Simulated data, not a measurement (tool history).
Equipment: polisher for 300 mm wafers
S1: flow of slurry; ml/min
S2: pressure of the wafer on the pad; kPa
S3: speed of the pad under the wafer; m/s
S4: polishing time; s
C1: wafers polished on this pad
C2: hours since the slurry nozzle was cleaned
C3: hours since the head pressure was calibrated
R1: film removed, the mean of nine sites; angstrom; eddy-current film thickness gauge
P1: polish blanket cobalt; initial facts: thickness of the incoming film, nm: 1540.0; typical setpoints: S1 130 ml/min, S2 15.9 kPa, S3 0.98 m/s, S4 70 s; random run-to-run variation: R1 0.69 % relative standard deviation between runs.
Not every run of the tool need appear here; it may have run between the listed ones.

run	hour	S1	S2	S3	S4	C1	C2	C3	R1
1	10	130	15.9	0.98	70	656	263.7	193.3	4866.6
2	24.7	130	15.9	0.62	70	816	278.4	208	3048.2
3	35	130	6.9	0.98	70	928	288.7	218.3	2142
4	50.4	130	15.9	0.98	38	1096	304.1	233.7	2596.8
5	57.8	130	15.9	0.98	70	1177	311.5	241.1	4812.1
6	67.6	130	15.9	0.98	100	1283	321.3	250.9	6877.1
7	81.2	195	15.9	0.98	70	1432	334.9	264.5	5211.8
8	89.8	130	15.9	0.98	70	1526	343.5	273.1	4786.2
9	98	130	8.3	1.36	70	1615	351.7	281.3	3504.1
10	107.7	130	15.9	0.98	70	1721	361.4	291	4857.5

The next listed run, before its measurement:
11	116.9	130	15.9	0.98	70	1821	370.6	300.2	?

R1: 4790.3 angstrom
